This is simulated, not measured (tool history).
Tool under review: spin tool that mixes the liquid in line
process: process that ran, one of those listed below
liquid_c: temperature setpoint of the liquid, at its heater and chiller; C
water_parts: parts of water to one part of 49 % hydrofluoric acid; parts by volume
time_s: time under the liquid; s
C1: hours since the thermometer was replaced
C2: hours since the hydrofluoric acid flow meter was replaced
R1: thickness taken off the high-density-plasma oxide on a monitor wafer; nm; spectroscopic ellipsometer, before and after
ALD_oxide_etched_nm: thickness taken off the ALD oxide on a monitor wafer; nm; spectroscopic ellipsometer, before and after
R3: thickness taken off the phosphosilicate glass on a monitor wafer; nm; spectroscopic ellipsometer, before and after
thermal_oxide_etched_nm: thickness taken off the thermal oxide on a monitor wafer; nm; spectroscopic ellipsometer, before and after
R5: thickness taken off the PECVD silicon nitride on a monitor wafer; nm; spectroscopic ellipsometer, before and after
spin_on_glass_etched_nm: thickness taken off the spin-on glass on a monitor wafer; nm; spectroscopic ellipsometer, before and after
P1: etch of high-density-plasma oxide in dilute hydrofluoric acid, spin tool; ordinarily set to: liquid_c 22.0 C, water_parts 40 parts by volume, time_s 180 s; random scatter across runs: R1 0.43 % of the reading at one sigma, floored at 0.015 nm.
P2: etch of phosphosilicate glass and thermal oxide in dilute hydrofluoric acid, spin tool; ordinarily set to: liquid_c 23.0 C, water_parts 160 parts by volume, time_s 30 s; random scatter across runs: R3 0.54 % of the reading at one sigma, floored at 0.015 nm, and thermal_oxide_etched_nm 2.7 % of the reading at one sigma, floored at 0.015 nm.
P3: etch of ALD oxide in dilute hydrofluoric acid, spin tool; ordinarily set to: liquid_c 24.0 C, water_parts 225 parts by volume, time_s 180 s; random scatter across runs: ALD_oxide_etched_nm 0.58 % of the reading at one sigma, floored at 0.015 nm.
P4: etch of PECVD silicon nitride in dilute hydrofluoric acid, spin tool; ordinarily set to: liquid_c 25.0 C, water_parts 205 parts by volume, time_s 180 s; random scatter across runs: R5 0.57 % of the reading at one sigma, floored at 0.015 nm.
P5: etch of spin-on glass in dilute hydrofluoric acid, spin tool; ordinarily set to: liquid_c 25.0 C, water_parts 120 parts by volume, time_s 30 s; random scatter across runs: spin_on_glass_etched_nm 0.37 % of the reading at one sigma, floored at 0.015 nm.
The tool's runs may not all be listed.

Run 1, hour 2.5: process P1, liquid_c 22.0 C, water_parts 40 parts by volume, time_s 180 s; C1 1475.1; C2 1078.1. Result: R1 26.389 nm.
Run 2, hour 5.6: process P3, liquid_c 24.0 C, water_parts 50 parts by volume, time_s 180 s; C1 1478.2; C2 1081.2. Result: ALD_oxide_etched_nm 46.5330 nm.
Run 3, hour 9.9: process P2, liquid_c 23.0 C, water_parts 160 parts by volume, time_s 30 s; C1 1482.5; C2 1085.5. Result: R3 21.911 nm, thermal_oxide_etched_nm 0.79644 nm.
Run 4, hour 13.6: process P1, liquid_c 17.0 C, water_parts 40 parts by volume, time_s 265 s; C1 1486.2; C2 1089.2. Result: R1 31.281 nm.
Run 5, hour 18.1: process P1, liquid_c 17.0 C, water_parts 40 parts by volume, time_s 180 s; C1 1490.7; C2 1093.7. Result: R1 21.072 nm.
Run 6, hour 21.2: process P1, liquid_c 22.0 C, water_parts 25 parts by volume, time_s 180 s; C1 1493.8; C2 1096.8. Result: R1 43.225 nm.
Run 7, hour 23.2: process P4, liquid_c 25.0 C, water_parts 205 parts by volume, time_s 180 s; C1 1495.8; C2 1098.8. Result: R5 4.0538 nm.
Run 8, hour 26.3: process P1, liquid_c 22.0 C, water_parts 70 parts by volume, time_s 180 s; C1 1498.9; C2 1101.9. Result: R1 14.645 nm.
Run 9, hour 30.7: process P3, liquid_c 24.0 C, water_parts 225 parts by volume, time_s 180 s; C1 1503.3; C2 1106.3. Result: ALD_oxide_etched_nm 8.4215 nm.
Run 10, hour 33.7: process P3, liquid_c 24.0 C, water_parts 225 parts by volume, time_s 340 s; C1 1506.3; C2 1109.3. Result: ALD_oxide_etched_nm 15.9370 nm.
Run 11, hour 36.7: process P4, liquid_c 25.0 C, water_parts 205 parts by volume, time_s 180 s; C1 1509.3; C2 1112.3. Result: R5 4.0724 nm.
Run 12, hour 40.9: process P1, liquid_c 22.0 C, water_parts 40 parts by volume, time_s 180 s; C1 1513.5; C2 1116.5. Result: R1 26.333 nm.
Run 13, hour 43.5: process P5, liquid_c 20.5 C, water_parts 120 parts by volume, time_s 30 s; C1 1516.1; C2 1119.1. Result: spin_on_glass_etched_nm 9.8116 nm.
Run 14, hour 46.5: process P1, liquid_c 26.5 C, water_parts 40 parts by volume, time_s 180 s; C1 1519.1; C2 1122.1. Result: R1 31.942 nm.
Run 15, hour 50.5: process P1, liquid_c 22.0 C, water_parts 40 parts by volume, time_s 40 s; C1 1523.1; C2 1126.1. Result: R1 5.897 nm.
Run 16, hour 53.0: process P2, liquid_c 23.0 C, water_parts 45 parts by volume, time_s 30 s; C1 1525.6; C2 1128.6. Result: R3 89.897 nm, thermal_oxide_etched_nm 3.04300 nm.
Run 17, hour 56.0: process P1, liquid_c 22.0 C, water_parts 40 parts by volume, time_s 180 s; C1 1528.6; C2 1131.6. Result: R1 26.401 nm.
Run 18, hour 58.9: process P5, liquid_c 25.0 C, water_parts 120 parts by volume, time_s 30 s; C1 1531.5; C2 1134.5. Result: spin_on_glass_etched_nm 11.7540 nm.
Run 19, hour 61.9: process P3, liquid_c 20.0 C, water_parts 225 parts by volume, time_s 180 s; C1 1534.5; C2 1137.5. Result: ALD_oxide_etched_nm 7.2266 nm.
Run 20, hour 64.9: process P4, liquid_c 25.0 C, water_parts 130 parts by volume, time_s 180 s; C1 1537.5; C2 1140.5. Result: R5 6.4481 nm.
Run 21, hour 68.4: process P1, liquid_c 22.0 C, water_parts 40 parts by volume, time_s 260 s; C1 1541.0; C2 1144.0. Result: R1 38.243 nm.
Run 22, hour 70.7: process P5, liquid_c 25.0 C, water_parts 30 parts by volume, time_s 30 s; C1 1543.3; C2 1146.3. Result: spin_on_glass_etched_nm 52.7710 nm.

Run 23 is up next; what results do you expect?
Run 23, hour 74.4: process P1, liquid_c 22.0 C, water_parts 40 parts by volume, time_s 180 s; C1 1547.0; C2 1150.0. Result: R1 ?.

Run 23 gave R1 26.464 nm.
